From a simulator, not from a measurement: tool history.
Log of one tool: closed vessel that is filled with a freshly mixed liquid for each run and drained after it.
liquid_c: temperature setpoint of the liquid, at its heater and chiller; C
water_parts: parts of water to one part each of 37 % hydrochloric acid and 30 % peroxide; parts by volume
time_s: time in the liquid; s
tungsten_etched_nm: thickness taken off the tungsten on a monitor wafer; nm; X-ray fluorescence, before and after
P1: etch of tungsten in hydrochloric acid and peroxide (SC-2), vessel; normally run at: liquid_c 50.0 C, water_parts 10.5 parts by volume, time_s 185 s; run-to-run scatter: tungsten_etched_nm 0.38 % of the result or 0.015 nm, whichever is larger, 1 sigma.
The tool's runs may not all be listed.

| run | hour | liquid_c | water_parts | time_s | hours since the thermometer was replaced | hours since the chemicals flow meter was replaced | hours since the drum of peroxide was connected | tungsten_etched_nm |
|---|---|---|---|---|---|---|---|---|
| 1 | 7.0 | 50.0 | 10.5 | 185 | 565.6 | 1374.2 | 559.1 | 29.5230 |
|  | 10.2 | new drum of peroxide connected |
| 2 | 11.5 | 37.0 | 10.5 | 185 | 570.1 | 1378.7 | 1.4 | 11.9920 |
| 3 | 17.7 | 38.5 | 17.5 | 185 | 576.3 | 1384.9 | 7.6 | 8.6121 |
| 4 | 24.2 | 50.0 | 10.5 | 185 | 582.8 | 1391.4 | 14.1 | 29.4320 |
| 5 | 30.0 | 50.0 | 10.5 | 185 | 588.6 | 1397.2 | 19.9 | 29.3610 |
| 6 | 36.1 | 50.0 | 10.5 | 350 | 594.7 | 1403.3 | 26.0 | 55.5350 |
| 7 | 42.9 | 50.0 | 10.5 | 185 | 601.5 | 1410.1 | 32.8 | 29.4300 |
|  | 47.0 | thermometer replaced |
| 8 | 48.6 | 50.0 | 4.0 | 185 | 1.6 | 1415.8 | 38.5 | 61.0380 |
| 9 | 57.3 | 50.0 | 10.5 | 185 | 10.3 | 1424.5 | 47.2 | 29.5730 |
| 10 | 66.1 | 50.0 | 5.0 | 45 | 19.1 | 1433.3 | 56.0 | 12.7100 |
| 11 | 70.6 | 50.0 | 17.5 | 185 | 23.6 | 1437.8 | 60.5 | 18.7560 |
| 12 | 75.7 | 63.5 | 10.5 | 185 | 28.7 | 1442.9 | 65.6 | 69.4210 |
| 13 | 82.1 | 50.0 | 10.5 | 30 | 35.1 | 1449.3 | 72.0 | 4.7766 |
| 14 | 88.2 | 50.0 | 10.5 | 185 | 41.2 | 1455.4 | 78.1 | 29.5760 |
| 15 | 94.2 | 50.0 | 10.5 | 185 | 47.2 | 1461.4 | 84.1 | 27.9470 |
| 16 | 103.5 | 50.0 | 10.5 | 185 | 56.5 | 1470.7 | 93.4 | 26.8980 |
|  | 108.1 | new drum of peroxide connected |
| 17 | 108.9 | 50.0 | 10.5 | 185 | 61.9 | 1476.1 | 0.8 | 26.8030 |
| 18 | 113.5 | 50.0 | 10.5 | 185 | 66.5 | 1480.7 | 5.4 | 26.7350 |
| 19 | 118.5 | 50.0 | 10.5 | 185 | 71.5 | 1485.7 | 10.4 | 26.4540 |
| 20 | 126.1 | 50.0 | 10.5 | 185 | 79.1 | 1493.3 | 18.0 | 26.4010 |

What P1 gives has crept away from where it was. These 2 causes fit the log equally well, each at the size given:
A: chemicals flow below the setpoint (%) = 11.6
B: liquid colder than its thermometer reads (K) = 1.57
The creep began at about hour 88.2.
Why every other cause is out:
peroxide weaker than its label (%): serviced at hour 108.1, which brought nothing back

4 check runs are offered, each on 2 wafers whose results are averaged, their results left as question marks. Which one tells the causes apart?
| check 1 | 133.7 | 50.0 | 16.5 | 105 |  |  |  | ? |
| check 2 | 133.7 | 43.0 | 4.5 | 185 |  |  |  | ? |
| check 3 | 133.7 | 50.0 | 10.5 | 340 |  |  |  | ? |
| check 4 | 133.7 | 37.5 | 13.5 | 185 |  |  |  | ? |

What each check would give under each cause:
| check | result | if A | if B |
|---|---|---|---|
| check 1 | tungsten_etched_nm | 10.0930 | 10.1480 |
| check 2 | tungsten_etched_nm | 32.1650 | 31.4330 |
| check 3 | tungsten_etched_nm | 48.6630 | 48.6330 |
| check 4 | tungsten_etched_nm | 8.9408 | 8.8903 |
How far apart the two closest causes lie, in the result that separates them most: check 1 0.55 %; check 2 2.3 %; check 3 0.06 %; check 4 0.57 %
Check 2 tells the causes apart: in the others they would give nearly the same result.

Check 2 was then run and gave: tungsten_etched_nm 31.3730 nm. Which cause is it?

It is B: liquid colder than its thermometer reads (K).
